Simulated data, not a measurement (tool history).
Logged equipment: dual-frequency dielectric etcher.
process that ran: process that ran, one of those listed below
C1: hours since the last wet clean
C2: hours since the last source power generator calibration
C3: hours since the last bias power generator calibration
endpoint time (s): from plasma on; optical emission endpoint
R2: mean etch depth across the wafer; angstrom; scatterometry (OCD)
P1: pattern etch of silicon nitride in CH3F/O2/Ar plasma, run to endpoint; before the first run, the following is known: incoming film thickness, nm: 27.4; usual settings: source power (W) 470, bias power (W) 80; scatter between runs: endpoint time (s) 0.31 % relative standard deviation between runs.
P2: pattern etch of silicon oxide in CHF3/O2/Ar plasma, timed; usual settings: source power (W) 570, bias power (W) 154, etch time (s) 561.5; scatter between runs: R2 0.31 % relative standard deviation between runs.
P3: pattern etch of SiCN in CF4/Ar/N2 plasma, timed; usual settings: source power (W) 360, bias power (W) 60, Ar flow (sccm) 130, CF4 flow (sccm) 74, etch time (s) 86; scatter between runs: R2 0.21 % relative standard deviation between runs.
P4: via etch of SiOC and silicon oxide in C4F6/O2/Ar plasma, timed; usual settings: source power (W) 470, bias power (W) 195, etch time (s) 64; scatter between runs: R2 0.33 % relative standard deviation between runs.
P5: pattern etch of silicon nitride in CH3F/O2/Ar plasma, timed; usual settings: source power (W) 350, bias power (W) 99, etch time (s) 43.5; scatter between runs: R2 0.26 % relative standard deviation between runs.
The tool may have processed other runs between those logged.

{"run": 1, "day": 0.275, "process that ran": "P1", "source power (W)": 470, "bias power (W)": 80, "C1": 338.3, "C2": 543.8, "C3": 241.5, "endpoint time (s)": 34.551}
{"run": 2, "day": 0.508, "process that ran": "P1", "source power (W)": 390, "bias power (W)": 96, "C1": 343.9, "C2": 549.4, "C3": 247.1, "endpoint time (s)": 34.753}
{"run": 3, "day": 0.733, "process that ran": "P1", "source power (W)": 470, "bias power (W)": 96, "C1": 349.3, "C2": 554.8, "C3": 252.5, "endpoint time (s)": 32.481}
{"run": 4, "day": 1.05, "process that ran": "P5", "source power (W)": 350, "bias power (W)": 99, "etch time (s)": 30, "C1": 356.9, "C2": 562.4, "C3": 260.1, "R2": 225.35}
{"run": 5, "day": 1.471, "process that ran": "P2", "source power (W)": 570, "bias power (W)": 154, "etch time (s)": 561.5, "C1": 367, "C2": 572.5, "C3": 270.2, "R2": 10013}
{"run": 6, "day": 1.896, "process that ran": "P5", "source power (W)": 440, "bias power (W)": 99, "etch time (s)": 43.5, "C1": 377.2, "C2": 582.7, "C3": 280.4, "R2": 355.32}
{"run": 7, "day": 2.333, "process that ran": "P3", "source power (W)": 360, "bias power (W)": 60, "etch time (s)": 86, "Ar flow (sccm)": 130, "CF4 flow (sccm)": 100, "C1": 387.7, "C2": 593.2, "C3": 290.9, "R2": 574.6}
{"run": 8, "day": 2.812, "process that ran": "P1", "source power (W)": 470, "bias power (W)": 80, "C1": 399.2, "C2": 604.7, "C3": 302.4, "endpoint time (s)": 34.618}
{"run": 9, "day": 3.15, "process that ran": "P4", "source power (W)": 280, "bias power (W)": 195, "etch time (s)": 64, "C1": 407.3, "C2": 612.8, "C3": 310.5, "R2": 631.77}
{"run": 10, "day": 3.388, "process that ran": "P1", "source power (W)": 470, "bias power (W)": 80, "C1": 413, "C2": 618.5, "C3": 316.2, "endpoint time (s)": 34.731}
{"run": 11, "day": 3.742, "process that ran": "P2", "source power (W)": 570, "bias power (W)": 154, "etch time (s)": 843, "C1": 421.5, "C2": 627, "C3": 324.7, "R2": 15217}
{"run": 12, "day": 4.208, "process that ran": "P2", "source power (W)": 570, "bias power (W)": 197, "etch time (s)": 561.5, "C1": 432.7, "C2": 638.2, "C3": 335.9, "R2": 11015}
{"run": 13, "day": 4.662, "process that ran": "P1", "source power (W)": 470, "bias power (W)": 80, "C1": 443.6, "C2": 649.1, "C3": 346.8, "endpoint time (s)": 34.792}
{"run": 14, "day": 5.104, "process that ran": "P3", "source power (W)": 510, "bias power (W)": 60, "etch time (s)": 86, "Ar flow (sccm)": 130, "CF4 flow (sccm)": 74, "C1": 454.2, "C2": 659.7, "C3": 357.4, "R2": 745.11}
{"run": 15, "day": 5.458, "process that ran": "P2", "source power (W)": 420, "bias power (W)": 154, "etch time (s)": 561.5, "C1": 462.7, "C2": 668.2, "C3": 365.9, "R2": 8985.3}
{"run": 16, "day": 5.896, "process that ran": "P1", "source power (W)": 310, "bias power (W)": 80, "C1": 473.2, "C2": 678.7, "C3": 376.4, "endpoint time (s)": 40.646}
{"day": 5.921, "done": "bias power generator calibrated"}
{"run": 17, "day": 6.342, "process that ran": "P3", "source power (W)": 360, "bias power (W)": 60, "etch time (s)": 50, "Ar flow (sccm)": 130, "CF4 flow (sccm)": 74, "C1": 483.9, "C2": 689.4, "C3": 10.2, "R2": 318.48}
{"run": 18, "day": 6.75, "process that ran": "P4", "source power (W)": 470, "bias power (W)": 195, "etch time (s)": 93, "C1": 493.7, "C2": 699.2, "C3": 20, "R2": 1114.1}
{"run": 19, "day": 7.233, "process that ran": "P5", "source power (W)": 350, "bias power (W)": 132, "etch time (s)": 43.5, "C1": 505.3, "C2": 710.8, "C3": 31.6, "R2": 364.61}
{"run": 20, "day": 7.538, "process that ran": "P3", "source power (W)": 360, "bias power (W)": 60, "etch time (s)": 86, "Ar flow (sccm)": 78, "CF4 flow (sccm)": 74, "C1": 512.6, "C2": 718.1, "C3": 38.9, "R2": 591.56}
{"run": 21, "day": 7.883, "process that ran": "P4", "source power (W)": 470, "bias power (W)": 276, "etch time (s)": 64, "C1": 520.9, "C2": 726.4, "C3": 47.2, "R2": 868.15}
{"run": 22, "day": 8.229, "process that ran": "P4", "source power (W)": 470, "bias power (W)": 195, "etch time (s)": 64, "C1": 529.2, "C2": 734.7, "C3": 55.5, "R2": 770.07}
{"run": 23, "day": 8.638, "process that ran": "P3", "source power (W)": 360, "bias power (W)": 71, "etch time (s)": 86, "Ar flow (sccm)": 130, "CF4 flow (sccm)": 74, "C1": 539, "C2": 744.5, "C3": 65.3, "R2": 579.66}
{"run": 24, "day": 8.996, "process that ran": "P1", "source power (W)": 660, "bias power (W)": 80, "C1": 547.6, "C2": 753.1, "C3": 73.9, "endpoint time (s)": 30.473}
{"run": 25, "day": 9.392, "process that ran": "P3", "source power (W)": 360, "bias power (W)": 60, "etch time (s)": 86, "Ar flow (sccm)": 130, "CF4 flow (sccm)": 74, "C1": 557.1, "C2": 762.6, "C3": 83.4, "R2": 549.79}
{"run": 26, "day": 9.879, "process that ran": "P5", "source power (W)": 350, "bias power (W)": 99, "etch time (s)": 43.5, "C1": 568.8, "C2": 774.3, "C3": 95.1, "R2": 327.21}
{"run": 27, "day": 10.317, "process that ran": "P3", "source power (W)": 360, "bias power (W)": 60, "etch time (s)": 86, "Ar flow (sccm)": 130, "CF4 flow (sccm)": 74, "C1": 579.3, "C2": 784.8, "C3": 105.6, "R2": 548.05}
{"run": 28, "day": 10.55, "process that ran": "P1", "source power (W)": 470, "bias power (W)": 80, "C1": 584.9, "C2": 790.4, "C3": 111.2, "endpoint time (s)": 34.704}
{"run": 29, "day": 10.817, "process that ran": "P1", "source power (W)": 470, "bias power (W)": 56, "C1": 591.3, "C2": 796.8, "C3": 117.6, "endpoint time (s)": 39.063}
{"run": 30, "day": 11.246, "process that ran": "P1", "source power (W)": 660, "bias power (W)": 66, "C1": 601.6, "C2": 807.1, "C3": 127.9, "endpoint time (s)": 32.322}
{"run": 31, "day": 11.579, "process that ran": "P1", "source power (W)": 470, "bias power (W)": 80, "C1": 609.6, "C2": 815.1, "C3": 135.9, "endpoint time (s)": 34.663}
{"run": 32, "day": 12.05, "process that ran": "P1", "source power (W)": 470, "bias power (W)": 80, "C1": 620.9, "C2": 826.4, "C3": 147.2, "endpoint time (s)": 34.519}
{"run": 33, "day": 12.317, "process that ran": "P1", "source power (W)": 470, "bias power (W)": 80, "C1": 627.3, "C2": 832.8, "C3": 153.6, "endpoint time (s)": 34.408}
{"run": 34, "day": 12.567, "process that ran": "P1", "source power (W)": 470, "bias power (W)": 80, "C1": 633.3, "C2": 838.8, "C3": 159.6, "endpoint time (s)": 34.252}
{"day": 12.725, "done": "wet clean of the chamber"}
{"run": 35, "day": 12.933, "process that ran": "P1", "source power (W)": 470, "bias power (W)": 80, "C1": 5.1, "C2": 847.6, "C3": 168.4, "endpoint time (s)": 34.067}
{"run": 36, "day": 13.162, "process that ran": "P1", "source power (W)": 470, "bias power (W)": 80, "C1": 10.6, "C2": 853.1, "C3": 173.9, "endpoint time (s)": 34.11}
{"run": 37, "day": 13.521, "process that ran": "P1", "source power (W)": 470, "bias power (W)": 80, "C1": 19.2, "C2": 861.7, "C3": 182.5, "endpoint time (s)": 34.321}
{"run": 38, "day": 13.979, "process that ran": "P1", "source power (W)": 470, "bias power (W)": 80, "C1": 30.2, "C2": 872.7, "C3": 193.5, "endpoint time (s)": 33.99}
{"run": 39, "day": 14.262, "process that ran": "P1", "source power (W)": 470, "bias power (W)": 80, "C1": 37, "C2": 879.5, "C3": 200.3, "endpoint time (s)": 34.201}

The output of P1 has drifted from where it used to be. Each of the 2 causes below, taken at the size shown beside it, accounts for the log equally well:
A: source power that arrives over what is set, % = 4.15
B: bias power that arrives over what is set, % = 4.52
The onset of the drift is placed at about day 11.579.
The rest of the possible causes, and what rules out each one:
chamber walls in a state that raises the etch rate, %: maintenance at day 12.725, after the shift began, did not return the process to its former output

Question marks stand in for the results of the 4 check runs listed below, each run on one wafer. Under which run would the listed causes show clearly different results?
{"run": "check 1", "day": 14.546, "process that ran": "P5", "source power (W)": 350, "bias power (W)": 114, "etch time (s)": 43.5, "R2": "?"}
{"run": "check 2", "day": 14.546, "process that ran": "P3", "source power (W)": 500, "bias power (W)": 60, "etch time (s)": 86, "Ar flow (sccm)": 88, "CF4 flow (sccm)": 74, "R2": "?"}
{"run": "check 3", "day": 14.546, "process that ran": "P4", "source power (W)": 290, "bias power (W)": 195, "etch time (s)": 92.5, "R2": "?"}
{"run": "check 4", "day": 14.546, "process that ran": "P2", "source power (W)": 420, "bias power (W)": 154, "etch time (s)": 826.5, "R2": "?"}

How each check would come out, cause by cause:
check=check_1 result=R2 if_A=349.71 if_B=350.34
check=check_2 result=R2 if_A=807.58 if_B=790.16
check=check_3 result=R2 if_A=938.23 if_B=937.55
check=check_4 result=R2 if_A=13418 if_B=13408
Gap, in per cent, between the two causes that each check separates least, read from the result that separates them most: check 1 0.18 %; check 2 2.18 %; check 3 0.07 %; check 4 0.08 %
The causes can be told apart only by check 2. The other checks would give nearly the same results under each of them.

Here is what check 2 returned: R2 808.96 angstrom. Which cause is it?

The correct cause is A, namely: source power that arrives over what is set, %.
